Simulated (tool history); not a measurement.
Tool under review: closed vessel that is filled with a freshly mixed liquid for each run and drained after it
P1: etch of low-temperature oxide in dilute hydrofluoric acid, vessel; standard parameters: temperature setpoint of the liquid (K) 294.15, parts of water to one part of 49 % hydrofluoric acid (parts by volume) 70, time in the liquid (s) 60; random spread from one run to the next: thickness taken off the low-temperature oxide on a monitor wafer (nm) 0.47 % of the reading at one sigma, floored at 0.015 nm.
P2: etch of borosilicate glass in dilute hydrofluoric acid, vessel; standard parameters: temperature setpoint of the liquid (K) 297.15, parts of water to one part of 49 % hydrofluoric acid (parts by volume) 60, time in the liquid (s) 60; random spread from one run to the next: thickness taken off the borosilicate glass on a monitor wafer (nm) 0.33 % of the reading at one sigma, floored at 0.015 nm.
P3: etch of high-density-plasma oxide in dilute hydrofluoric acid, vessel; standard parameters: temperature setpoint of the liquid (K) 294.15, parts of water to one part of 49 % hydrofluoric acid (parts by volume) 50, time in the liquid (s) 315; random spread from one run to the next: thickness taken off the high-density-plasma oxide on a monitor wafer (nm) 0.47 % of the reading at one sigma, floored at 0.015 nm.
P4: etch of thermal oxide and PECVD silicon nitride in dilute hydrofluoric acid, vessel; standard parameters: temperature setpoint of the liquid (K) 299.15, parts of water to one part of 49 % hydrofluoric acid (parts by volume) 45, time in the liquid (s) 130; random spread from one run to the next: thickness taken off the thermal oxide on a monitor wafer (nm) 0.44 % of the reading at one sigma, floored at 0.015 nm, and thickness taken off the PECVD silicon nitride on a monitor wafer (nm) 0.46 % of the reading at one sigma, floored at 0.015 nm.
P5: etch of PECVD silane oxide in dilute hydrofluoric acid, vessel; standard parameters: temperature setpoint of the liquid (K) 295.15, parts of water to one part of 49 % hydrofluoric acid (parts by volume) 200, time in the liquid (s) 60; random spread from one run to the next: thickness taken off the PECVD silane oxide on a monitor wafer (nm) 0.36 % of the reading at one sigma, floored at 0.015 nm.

run,hour,process that ran,temperature setpoint of the liquid (K),parts of water to one part of 49 % hydrofluoric acid (parts by volume),time in the liquid (s),hours since the thermometer was replaced,hours since the hydrofluoric acid flow meter was replaced,thickness taken off the low-temperature oxide on a monitor wafer (nm),thickness taken off the high-density-plasma oxide on a monitor wafer (nm),thickness taken off the thermal oxide on a monitor wafer (nm),thickness taken off the PECVD silicon nitride on a monitor wafer (nm),thickness taken off the PECVD silane oxide on a monitor wafer (nm),thickness taken off the borosilicate glass on a monitor wafer (nm)
1,5.2,P1,294.15,70,60,418,156.5,18.302,,,,,
2,13.5,P1,294.15,70,60,426.3,164.8,18.18,,,,,
3,21.9,P3,294.15,50,475,434.7,173.2,,74.421,,,,
4,26.5,P1,294.15,105,60,439.3,177.8,11.689,,,,,
5,31.5,P4,299.15,25,130,444.3,182.8,,,29.246,14.833,,
6,38.4,P4,299.15,45,130,451.2,189.7,,,15.782,8.3304,,
7,44.1,P5,303.15,200,60,456.9,195.4,,,,,10.53,
8,48.6,P2,297.15,100,60,461.4,199.9,,,,,,18.746
9,54.1,P1,294.15,70,60,466.9,205.4,18.194,,,,,
10,63.6,P1,294.15,70,60,476.4,214.9,18.438,,,,,
11,71.2,P1,294.15,20,60,484,222.5,67.831,,,,,
12,80,P2,297.15,60,60,492.8,231.3,,,,,,32.701
13,89.5,P3,294.15,75,315,502.3,240.8,,32.155,,,,
14,94.6,P3,294.15,50,315,507.4,245.9,,49.22,,,,
15,102.3,P1,290.15,70,60,515.1,253.6,15.384,,,,,
16,108.7,P3,294.15,50,315,521.5,260,,49.449,,,,
17,116.2,P2,297.15,60,90,529,267.5,,,,,,48.93
18,125.3,P2,304.65,60,60,538.1,276.6,,,,,,44.078
19,132.7,P1,294.15,70,35,545.5,284,10.682,,,,,
20,137.1,P3,290.15,50,315,549.9,288.4,,41.733,,,,
21,145,P4,292.15,45,130,557.8,296.3,,,11.743,5.1979,,
22,152.9,P4,299.15,45,30,565.7,304.2,,,3.6326,1.895,,
23,162.4,P2,297.15,60,60,575.2,313.7,,,,,,32.664
24,170.5,P5,295.15,200,60,583.3,321.8,,,,,7.9394,
25,176.2,P4,299.15,45,130,589,327.5,,,15.668,8.4017,,
26,183.9,P5,295.15,35,60,596.7,335.2,,,,,54.647,
27,188.2,P1,298.65,70,60,601,339.5,21.811,,,,,
28,194.3,P5,295.15,200,105,607.1,345.6,,,,,13.741,
29,199.3,P1,294.15,70,60,612.1,350.6,18.279,,,,,
30,205.7,P1,294.15,70,90,618.5,357,27.445,,,,,
31,211.3,P1,300.65,110,60,624.1,362.6,14.342,,,,,
32,217.5,P1,294.15,70,60,630.3,368.8,18.437,,,,,
33,226.6,P1,294.15,70,60,639.4,377.9,17.679,,,,,
34,232.7,P1,294.15,70,60,645.5,384,17.427,,,,,
35,241.3,P1,294.15,70,60,654.1,392.6,17.307,,,,,
36,250,P1,294.15,70,60,662.8,401.3,17.218,,,,,
37,255.9,P1,294.15,70,60,668.7,407.2,17.305,,,,,
38,263.8,P1,294.15,70,60,676.6,415.1,17.134,,,,,

What P1 gives has crept off from where it sat before. The 2 causes that follow fit the log equally well, each at the size noted:
A: liquid colder than its thermometer reads (K) = 1.42
B: hydrofluoric acid flow below the setpoint (%) = 5.28
The onset of the drift is placed at about hour 217.5.

You are offered 4 check runs, listed below with question marks in place of their results; each one averages 5 wafers. Which run separates the listed causes by giving clearly different results for each?
check 1,271.7,P3,290.15,50,315,,,,?,,,,
check 2,271.7,P2,300.65,60,60,,,,,,,,?
check 3,271.7,P5,299.15,45,60,,,,,,,?,
check 4,271.7,P4,292.65,45,30,,,,,?,?,,

Expected result of each check under each candidate cause:
check,result,if A,if B
check 1,thickness taken off the high-density-plasma oxide on a monitor wafer (nm),39.111,39.295
check 2,thickness taken off the borosilicate glass on a monitor wafer (nm),35.615,35.535
check 3,thickness taken off the PECVD silane oxide on a monitor wafer (nm),46.548,46.562
check 4,thickness taken off the thermal oxide on a monitor wafer (nm),2.6019,2.6119
check 4,thickness taken off the PECVD silicon nitride on a monitor wafer (nm),1.1201,1.1741
Gap, in per cent, between the two causes that each check separates least, read from the result that separates them most: check 1 0.47 %; check 2 0.22 %; check 3 0.03 %; check 4 4.71 %
Only in check 4 would the causes give clearly different results; in the remaining checks their results would be nearly the same.

Here is what check 4 returned: thickness taken off the thermal oxide on a monitor wafer (nm) 2.6002; thickness taken off the PECVD silicon nitride on a monitor wafer (nm) 1.1237. Which cause is it?

Of the candidate causes, it is A: liquid colder than its thermometer reads (K).

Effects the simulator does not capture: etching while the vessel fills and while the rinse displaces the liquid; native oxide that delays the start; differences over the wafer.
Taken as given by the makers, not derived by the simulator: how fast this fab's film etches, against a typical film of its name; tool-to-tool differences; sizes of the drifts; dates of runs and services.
